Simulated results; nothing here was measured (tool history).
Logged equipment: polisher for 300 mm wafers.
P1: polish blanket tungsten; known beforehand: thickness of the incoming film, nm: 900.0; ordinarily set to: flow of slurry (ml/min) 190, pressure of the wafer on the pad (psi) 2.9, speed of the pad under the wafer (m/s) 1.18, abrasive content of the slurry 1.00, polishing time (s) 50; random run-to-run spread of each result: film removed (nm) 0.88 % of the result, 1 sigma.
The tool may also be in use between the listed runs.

run	hour	flow of slurry (ml/min)	pressure of the wafer on the pad (psi)	speed of the pad under the wafer (m/s)	abrasive content of the slurry	polishing time (s)	wafers polished on this pad	hours since the slurry nozzle was cleaned	hours since the head pressure was calibrated	hours since the slurry blender was calibrated	hours since the slurry got fresh peroxide	film removed (nm)
1	16.6	190	2.9	1.18	1.00	50	801	401.2	351.0	98.5	31.7	250.90
2	30.2	190	1.6	1.18	1.00	50	967	414.8	364.6	112.1	45.3	140.99
3	43.3	190	2.9	1.18	1.00	23	1127	427.9	377.7	125.2	58.4	116.09
4	53.5	190	2.9	1.18	1.00	50	1252	438.1	387.9	135.4	68.6	249.04
5	61.7	190	2.9	1.18	1.00	50	1352	446.3	396.1	143.6	76.8	253.43
6	75.2	190	3.8	1.18	1.00	50	1516	459.8	409.6	157.1	90.3	334.48
7	92.7	190	2.9	1.18	1.00	50	1730	477.3	427.1	174.6	107.8	251.17
8	101.6	190	2.9	1.18	1.00	50	1839	486.2	436.0	183.5	116.7	255.67
9	110.8	265	2.9	1.18	0.80	50	1951	495.4	445.2	192.7	125.9	247.11
10	125.9	190	2.9	1.18	0.50	50	2135	510.5	460.3	207.8	141.0	217.83
11	137.8	190	2.9	1.18	1.35	50	2280	522.4	472.2	219.7	152.9	269.97
12	151.2	190	2.9	1.64	1.00	50	2444	535.8	485.6	233.1	166.3	347.78
13	163.2	190	2.9	0.72	1.00	50	2590	547.8	497.6	245.1	178.3	152.18
14	173.9	290	2.9	1.18	1.00	50	2721	558.5	508.3	255.8	189.0	269.66
15	183.9	190	2.9	1.18	1.00	79	2843	568.5	518.3	265.8	199.0	396.61
16	197.1	115	2.9	1.18	1.00	50	3004	581.7	531.5	279.0	212.2	226.52
17	211.8	190	2.9	1.18	1.00	50	3183	596.4	546.2	293.7	226.9	249.92
18	227.6	190	2.9	1.18	1.00	50	3376	612.2	562.0	309.5	242.7	250.25
19	236.2	190	2.9	1.18	1.00	50	3481	620.8	570.6	318.1	251.3	242.13
20	253.6	190	2.9	1.18	1.00	50	3693	638.2	588.0	335.5	268.7	240.63
21	269.0	190	2.9	1.18	1.00	50	3881	653.6	603.4	350.9	284.1	233.77
22	278.0	190	2.9	1.18	1.00	50	3991	662.6	612.4	359.9	293.1	236.45
# hour 287.4: slurry tank refilled with fresh slurry and peroxide
23	288.2	190	2.9	1.18	1.00	50	4116	672.8	622.6	370.1	0.8	233.98
# hour 288.7: head pressure recalibrated
# hour 294.0: worn pad replaced by a new one
24	299.0	190	2.9	1.18	1.00	50	61	683.6	10.4	380.9	11.6	232.65
25	317.2	190	2.9	1.18	1.00	50	283	701.8	28.6	399.1	29.8	233.63
26	325.6	190	2.9	1.18	1.00	50	386	710.2	37.0	407.5	38.2	231.21

What does the tool deliver on the next run?
27	343.2	190	2.9	1.18	1.00	50	600	727.8	54.6	425.1	55.8	?

film removed (nm): 232.35
